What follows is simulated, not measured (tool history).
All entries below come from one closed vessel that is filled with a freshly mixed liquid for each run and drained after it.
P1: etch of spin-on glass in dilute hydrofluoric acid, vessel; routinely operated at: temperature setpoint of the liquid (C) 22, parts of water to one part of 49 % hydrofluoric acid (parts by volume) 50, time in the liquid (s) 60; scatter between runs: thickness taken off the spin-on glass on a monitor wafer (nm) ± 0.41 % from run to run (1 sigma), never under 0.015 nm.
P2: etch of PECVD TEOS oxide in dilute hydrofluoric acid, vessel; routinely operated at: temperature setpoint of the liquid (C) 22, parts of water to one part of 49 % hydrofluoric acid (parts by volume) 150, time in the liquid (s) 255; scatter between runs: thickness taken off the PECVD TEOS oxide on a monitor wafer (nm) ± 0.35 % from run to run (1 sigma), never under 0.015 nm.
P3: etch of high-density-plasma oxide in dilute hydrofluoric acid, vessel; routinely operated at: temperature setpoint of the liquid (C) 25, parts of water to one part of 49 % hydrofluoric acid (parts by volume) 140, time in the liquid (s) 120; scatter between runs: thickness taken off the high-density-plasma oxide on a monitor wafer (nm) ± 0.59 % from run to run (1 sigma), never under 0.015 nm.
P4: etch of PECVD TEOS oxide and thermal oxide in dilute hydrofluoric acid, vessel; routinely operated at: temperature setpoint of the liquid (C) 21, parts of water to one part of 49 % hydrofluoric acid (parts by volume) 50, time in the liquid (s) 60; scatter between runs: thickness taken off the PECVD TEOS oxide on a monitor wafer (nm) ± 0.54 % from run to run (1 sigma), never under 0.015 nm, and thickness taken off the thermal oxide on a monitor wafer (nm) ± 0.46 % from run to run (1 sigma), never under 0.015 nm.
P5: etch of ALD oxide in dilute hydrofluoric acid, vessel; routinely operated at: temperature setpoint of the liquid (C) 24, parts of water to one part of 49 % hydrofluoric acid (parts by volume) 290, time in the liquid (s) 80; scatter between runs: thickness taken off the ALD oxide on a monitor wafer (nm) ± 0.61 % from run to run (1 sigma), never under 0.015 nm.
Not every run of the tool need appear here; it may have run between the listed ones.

run,day,process that ran,temperature setpoint of the liquid (C),parts of water to one part of 49 % hydrofluoric acid (parts by volume),time in the liquid (s),thickness taken off the spin-on glass on a monitor wafer (nm),thickness taken off the ALD oxide on a monitor wafer (nm),thickness taken off the PECVD TEOS oxide on a monitor wafer (nm),thickness taken off the high-density-plasma oxide on a monitor wafer (nm),thickness taken off the thermal oxide on a monitor wafer (nm)
1,0.612,P1,22,50,60,49.364,,,,
2,0.912,P5,24,290,130,,8.307,,,
3,1.217,P2,22,55,255,,,79.969,,
4,1.825,P3,25,55,120,,,,14.153,
5,2.371,P1,22,50,60,49.56,,,,
6,2.775,P2,22,150,255,,,26.093,,
7,3.092,P1,27.5,50,60,62.335,,,,
8,3.492,P2,17,150,255,,,21.315,,
9,4.038,P1,22,20,60,129.09,,,,
10,4.558,P4,21,20,60,,,75.303,,13.649
11,5.175,P3,25,140,120,,,,4.9842,
12,5.708,P3,25,140,120,,,,4.9695,
13,6.096,P1,22,70,100,57.969,,,,
14,6.638,P5,24,520,80,,2.326,,,
15,7.004,P1,22,50,95,78.139,,,,
# day 7.296: hydrofluoric acid flow meter replaced
16,7.504,P2,22,150,30,,,3.0864,,
17,8.15,P5,24,290,80,,5.143,,,
18,8.546,P2,22,150,255,,,26.088,,
19,9.154,P5,31.5,290,80,,6.6973,,,
20,9.596,P1,22,50,30,24.81,,,,
21,9.933,P1,17,50,60,40.105,,,,
22,10.542,P4,17,50,60,,,24.164,,4.4353
23,11.075,P1,18.5,35,60,62.357,,,,
24,11.533,P1,22,30,115,163.29,,,,
25,12.046,P3,17.5,140,120,,,,3.7494,
26,12.546,P4,21,50,60,,,28.615,,5.2367
27,13.133,P1,22,50,60,49.6,,,,
28,13.642,P1,22,50,60,49.727,,,,
29,14.038,P3,25,140,45,,,,1.905,
30,14.442,P1,22,80,60,29.803,,,,
31,14.875,P5,24,290,80,,5.1127,,,
32,15.35,P1,22,50,60,49.437,,,,
33,16.012,P4,21,50,115,,,55.049,,10.06
34,16.654,P1,22,50,60,49.678,,,,
35,17.033,P1,22,50,60,48.557,,,,
36,17.588,P1,22,50,60,46.619,,,,
37,18.058,P1,22,50,60,46.395,,,,
38,18.575,P1,22,50,60,46.141,,,,
39,19.179,P1,22,50,60,46.181,,,,

The next listed run, before its measurement:
40,19.629,P1,22,50,60,?,,,,

Run 40 gave thickness taken off the spin-on glass on a monitor wafer (nm) 46.151.
